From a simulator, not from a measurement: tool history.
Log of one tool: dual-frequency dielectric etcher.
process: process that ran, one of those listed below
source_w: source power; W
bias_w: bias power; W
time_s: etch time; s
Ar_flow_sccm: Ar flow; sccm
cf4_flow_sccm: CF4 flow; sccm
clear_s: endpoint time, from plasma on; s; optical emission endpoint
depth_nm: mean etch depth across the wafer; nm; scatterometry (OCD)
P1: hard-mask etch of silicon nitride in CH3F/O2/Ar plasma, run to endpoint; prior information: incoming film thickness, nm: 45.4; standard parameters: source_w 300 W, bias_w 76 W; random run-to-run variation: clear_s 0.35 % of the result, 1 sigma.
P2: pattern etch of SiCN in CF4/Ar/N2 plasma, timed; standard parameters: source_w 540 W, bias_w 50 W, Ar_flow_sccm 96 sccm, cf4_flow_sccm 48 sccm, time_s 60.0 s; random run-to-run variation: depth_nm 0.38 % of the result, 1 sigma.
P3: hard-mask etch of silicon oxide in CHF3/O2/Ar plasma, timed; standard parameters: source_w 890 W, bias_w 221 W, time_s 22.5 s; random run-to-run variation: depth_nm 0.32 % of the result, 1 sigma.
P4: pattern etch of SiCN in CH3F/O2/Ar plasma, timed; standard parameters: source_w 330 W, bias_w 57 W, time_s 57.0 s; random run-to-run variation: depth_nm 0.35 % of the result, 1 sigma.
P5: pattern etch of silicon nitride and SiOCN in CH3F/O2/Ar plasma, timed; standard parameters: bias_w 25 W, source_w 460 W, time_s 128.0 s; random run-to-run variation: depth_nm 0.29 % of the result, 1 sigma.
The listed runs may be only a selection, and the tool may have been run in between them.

run   hour  process  source_w  bias_w  time_s  Ar_flow_sccm  cf4_flow_sccm  hours since the last wet clean  hours since the last source power generator calibration  hours since the last bias power generator calibration  clear_s  depth_nm
  1    5.4       P1       300      76                                                                130.0                                                    860.6                                                  602.0   68.487
  2   13.6       P1       230      76                                                                138.2                                                    868.8                                                  610.2   75.497
  3   21.5       P1       190      60                                                                146.1                                                    876.7                                                  618.1   88.355
  4   27.7       P1       420      76                                                                152.3                                                    882.9                                                  624.3   60.306
  5   37.3       P1       300      76                                                                161.9                                                    892.5                                                  633.9   68.220
  6   45.4       P4       330      57    57.0                                                        170.0                                                    900.6                                                  642.0             18.698
  7   55.2       P4       330      34    57.0                                                        179.8                                                    910.4                                                  651.8             15.908
      63.3  -- bias power generator calibrated
  8   64.7       P2       540      66    60.0            96             48                           189.3                                                    919.9                                                    1.5             54.966
  9   72.7       P2       540      50    60.0            96             48                           197.3                                                    927.9                                                    9.5             49.716
 10   79.7       P2       700      50    60.0            96             48                           204.3                                                    934.9                                                   16.5             62.949
 11   90.8       P2       540      50    60.0           118             48                           215.4                                                    946.0                                                   27.6             47.944
 12   98.0       P1       300      96                                                                222.6                                                    953.2                                                   34.8   62.871
 13  108.8       P3       890     221    29.0                                                        233.4                                                    964.0                                                   45.6             70.949
 14  114.8       P2       540      50    88.0            96             48                           239.4                                                    970.0                                                   51.6             72.868
 15  122.0       P3      1220     221    22.5                                                        246.6                                                    977.2                                                   58.8             62.156
 16  129.0       P5       340      25   128.0                                                        253.6                                                    984.2                                                   65.8             17.424
 17  136.9       P5       460      25   128.0                                                        261.5                                                    992.1                                                   73.7             19.310
 18  142.7       P5       460      15   128.0                                                        267.3                                                    997.9                                                   79.5             15.624
 19  154.3       P1       300      76                                                                278.9                                                   1009.5                                                   91.1   68.942
 20  161.8       P4       330      57    33.0                                                        286.4                                                   1017.0                                                   98.6             10.861
 21  167.1       P4       260      57    57.0                                                        291.7                                                   1022.3                                                  103.9             17.160
 22  175.8       P5       460      25   188.0                                                        300.4                                                   1031.0                                                  112.6             28.330
 23  185.3       P1       300      52                                                                309.9                                                   1040.5                                                  122.1   77.470
 24  194.5       P3       890     221    22.5                                                        319.1                                                   1049.7                                                  131.3             55.033
 25  204.8       P3       890     272    22.5                                                        329.4                                                   1060.0                                                  141.6             58.717
 26  213.1       P1       300      76                                                                337.7                                                   1068.3                                                  149.9   68.240
 27  223.0       P2       540      50    60.0            96             68                           347.6                                                   1078.2                                                  159.8             53.356
 28  229.3       P1       300      76                                                                353.9                                                   1084.5                                                  166.1   68.186
 29  236.8       P1       300      76                                                                361.4                                                   1092.0                                                  173.6   68.616
 30  245.8       P1       300      76                                                                370.4                                                   1101.0                                                  182.6   67.783
 31  257.5       P1       300      76                                                                382.1                                                   1112.7                                                  194.3   67.293
 32  264.2       P1       300      76                                                                388.8                                                   1119.4                                                  201.0   67.906
 33  275.7       P1       300      76                                                                400.3                                                   1130.9                                                  212.5   67.502
     283.4  -- wet clean of the chamber
 34  287.2       P1       300      76                                                                  3.9                                                   1142.4                                                  224.0   67.222
 35  295.8       P1       300      76                                                                 12.5                                                   1151.0                                                  232.6   67.535
 36  303.6       P1       300      76                                                                 20.3                                                   1158.8                                                  240.4   67.051
 37  312.1       P1       300      76                                                                 28.8                                                   1167.3                                                  248.9   67.332
 38  317.5       P1       300      76                                                                 34.2                                                   1172.7                                                  254.3   67.536
 39  324.4       P1       300      76                                                                 41.1                                                   1179.6                                                  261.2   67.154

What P1 gives has crept away from where it was. These 2 causes fit the log equally well, each at the size given:
A: bias power that arrives over what is set, % = 4.98
B: source power that arrives over what is set, % = 4.71
Creep in the process output first set in at about hour 236.8.
The rest of the possible causes, and what rules out each one:
chamber walls in a state that raises the etch rate, %: its service at hour 283.4 followed the start of the drift and did not put the process back to its old value

The 4 check runs listed below each average the results of 2 wafers, and their outcomes are marked with question marks. Under which run would the listed causes produce clearly different results?
check 1  331.3       P4       330      35    34.5                                                                                                                                                                                               ?
check 2  331.3       P3      1160     270    22.5                                                                                                                                                                                               ?
check 3  331.3       P5       460      16   128.0                                                                                                                                                                                               ?
check 4  331.3       P2       540      60    60.0           110             48                                                                                                                                                                  ?

What every check run would give for each of its results, assuming each possible cause in turn:
  check    result     if A     if B
check 1  depth_nm   9.8488   9.8843
check 2  depth_nm  66.1640  66.1950
check 3  depth_nm  16.3250  16.2700
check 4  depth_nm  52.7980  54.0180
Gap, in per cent, between the two causes that each check separates least, read from the result that separates them most: check 1 0.36 %; check 2 0.05 %; check 3 0.34 %; check 4 2.29 %
The other checks would show nearly matching results whichever cause is true, so check 4 is the only one that separates the causes.

Check 4 was then run and gave: depth_nm 54.0430 nm. Which cause is it?

The cause is B: source power that arrives over what is set, %.
